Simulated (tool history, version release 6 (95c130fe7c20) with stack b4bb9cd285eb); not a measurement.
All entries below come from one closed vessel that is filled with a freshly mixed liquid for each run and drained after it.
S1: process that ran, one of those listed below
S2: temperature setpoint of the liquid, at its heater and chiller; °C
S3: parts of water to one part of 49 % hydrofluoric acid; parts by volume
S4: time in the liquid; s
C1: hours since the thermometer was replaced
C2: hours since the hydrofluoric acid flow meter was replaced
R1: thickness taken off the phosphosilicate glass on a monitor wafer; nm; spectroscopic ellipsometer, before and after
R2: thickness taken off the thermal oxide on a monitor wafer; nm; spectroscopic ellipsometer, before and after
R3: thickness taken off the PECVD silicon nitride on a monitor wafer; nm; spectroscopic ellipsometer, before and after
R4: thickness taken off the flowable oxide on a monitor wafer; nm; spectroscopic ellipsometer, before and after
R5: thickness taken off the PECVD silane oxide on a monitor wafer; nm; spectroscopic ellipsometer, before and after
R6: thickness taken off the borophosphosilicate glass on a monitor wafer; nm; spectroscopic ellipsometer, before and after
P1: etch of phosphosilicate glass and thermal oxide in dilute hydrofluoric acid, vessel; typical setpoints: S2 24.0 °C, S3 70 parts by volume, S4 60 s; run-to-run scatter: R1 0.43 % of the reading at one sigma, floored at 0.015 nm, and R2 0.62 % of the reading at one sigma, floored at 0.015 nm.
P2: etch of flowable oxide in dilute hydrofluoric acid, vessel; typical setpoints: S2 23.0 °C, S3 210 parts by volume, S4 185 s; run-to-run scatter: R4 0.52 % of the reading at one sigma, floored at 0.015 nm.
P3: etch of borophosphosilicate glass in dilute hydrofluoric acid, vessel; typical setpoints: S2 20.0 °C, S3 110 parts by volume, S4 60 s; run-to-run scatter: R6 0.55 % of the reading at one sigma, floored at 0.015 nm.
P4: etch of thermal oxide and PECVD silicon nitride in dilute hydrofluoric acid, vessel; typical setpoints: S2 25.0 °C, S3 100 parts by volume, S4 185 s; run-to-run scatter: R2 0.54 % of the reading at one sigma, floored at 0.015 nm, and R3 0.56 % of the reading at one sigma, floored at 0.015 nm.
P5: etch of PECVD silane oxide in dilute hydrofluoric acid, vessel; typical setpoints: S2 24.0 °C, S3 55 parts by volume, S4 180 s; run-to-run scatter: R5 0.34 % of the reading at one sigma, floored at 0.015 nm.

run   hour  S1    S2   S3   S4      C1      C2       R1       R2       R3       R4       R5       R6
  1   14.1  P1  24.0   70   60  1071.2  1010.7  134.000   3.9363
  2   24.5  P1  19.5   70   60  1081.6  1021.1  112.280   3.2318
  3   34.9  P4  25.0  100  185  1092.0  1031.5            9.0180   8.5150
  4   44.0  P2  23.0  210   30  1101.1  1040.6                              4.6955
  5   55.6  P2  23.0  210  185  1112.7  1052.2                             28.7150
  6   69.0  P5  24.0   55  350  1126.1  1065.6                                      103.130
  7   75.3  P1  24.0   70   60  1132.4  1071.9  133.760   3.9347
      87.3  -- thermometer replaced
  8   88.2  P3  20.0  110   60     0.9  1084.8                                                40.519
  9  100.0  P1  28.0   70   60    12.7  1096.6  158.060   4.6283
 10  107.1  P4  32.5  100  185    19.8  1103.7           11.8500  13.8680
 11  119.9  P3  20.0  110   30    32.6  1116.5                                                20.349
 12  127.8  P2  23.0  120  185    40.5  1124.4                             56.0570
 13  137.8  P2  23.0  210  185    50.5  1134.4                             28.7070
 14  150.7  P1  24.0  100   60    63.4  1147.3   89.878   2.6531
 15  163.9  P1  27.5  105   60    76.6  1160.5   98.233   2.8421
 16  174.0  P4  25.0   40  185    86.7  1170.6           24.3030  21.2400
 17  187.8  P3  17.0  110   60   100.5  1184.4                                                35.674
 18  198.3  P1  24.0   70   60   111.0  1194.9  133.730   3.9438
 19  208.5  P3  20.0  110   60   121.2  1205.1                                                40.378
 20  216.2  P1  24.0   70   60   128.9  1212.8  133.930   3.8526
 21  227.4  P3  20.0   30   60   140.1  1224.0                                               164.120
 22  239.7  P1  24.0   70   35   152.4  1236.3   78.595   2.2719
 23  249.9  P1  24.0   30   60   162.6  1246.5  333.560   9.6779
 24  264.3  P1  24.0   70  115   177.0  1260.9  257.070   7.4745
 25  275.4  P4  25.0  100   30   188.1  1272.0            1.4502   1.3875
 26  284.1  P5  24.0   20  180   196.8  1280.7                                      152.940
 27  296.2  P1  24.0   70   60   208.9  1292.8  134.120   3.8801
 28  305.8  P5  24.0   55  180   218.5  1302.4                                       52.984
 29  319.3  P5  29.0   55  180   232.0  1315.9                                       64.915
 30  329.0  P2  17.5  210  185   241.7  1325.6                             23.4340
 31  338.2  P1  24.0   70   60   250.9  1334.8  133.150   3.8880
 32  345.7  P1  24.0   70   60   258.4  1342.3  134.030   3.8982
 33  353.3  P1  24.0   70   60   266.0  1349.9  133.560   3.9055
 34  363.0  P1  24.0   70   60   275.7  1359.6  130.620   3.8036
 35  371.6  P1  24.0   70   60   284.3  1368.2  129.510   3.7507
 36  381.1  P1  24.0   70   60   293.8  1377.7  128.380   3.7708
 37  395.4  P1  24.0   70   60   308.1  1392.0  126.060   3.6565
 38  408.7  P1  24.0   70   60   321.4  1405.3  124.930   3.6715
 39  421.1  P1  24.0   70   60   333.8  1417.7  126.110   3.6537
 40  430.8  P1  24.0   70   60   343.5  1427.4  124.890   3.6494
 41  443.5  P1  24.0   70   60   356.2  1440.1  124.860   3.6349
 42  454.6  P1  24.0   70   60   367.3  1451.2  124.660   3.6470

What P1 gives has crept off from where it sat before. The 2 causes that follow fit the log equally well, each at the size noted:
A: hydrofluoric acid flow below the setpoint (%) = 6.46
B: liquid colder than its thermometer reads (K) = 1.79
At approximately hour 353.3, the process output began to creep.

Which of the 4 check runs listed below, each an average over 2 wafers with its results shown as question marks, gives clearly different results under the different listed causes?
check 1  465.7  P3  20.0   60   60                               ?
check 2  465.7  P5  24.0   30  295                           ?
check 3  465.7  P4  25.0   70   30               ?   ?
check 4  465.7  P2  18.0  210  115                       ?

Outcome of each check run for each possible cause:
  check  result     if A     if B
check 1      R6   73.075   72.752
check 2      R5  153.560  152.660
check 3      R2   1.9985   1.9997
check 3      R3   1.8515   1.7548
check 4      R4  13.6830  13.8090
Distance between the nearest two causes, measured in the result of the check that separates them most: check 1 0.44 %; check 2 0.59 %; check 3 5.37 %; check 4 0.92 %
The other checks would show nearly matching results whichever cause is true, so check 3 is the only one that separates the causes.

Running check 3 produced the following: R2 1.9990 nm; R3 1.7564 nm. Which one of the listed causes fits?

B is the cause: liquid colder than its thermometer reads (K).

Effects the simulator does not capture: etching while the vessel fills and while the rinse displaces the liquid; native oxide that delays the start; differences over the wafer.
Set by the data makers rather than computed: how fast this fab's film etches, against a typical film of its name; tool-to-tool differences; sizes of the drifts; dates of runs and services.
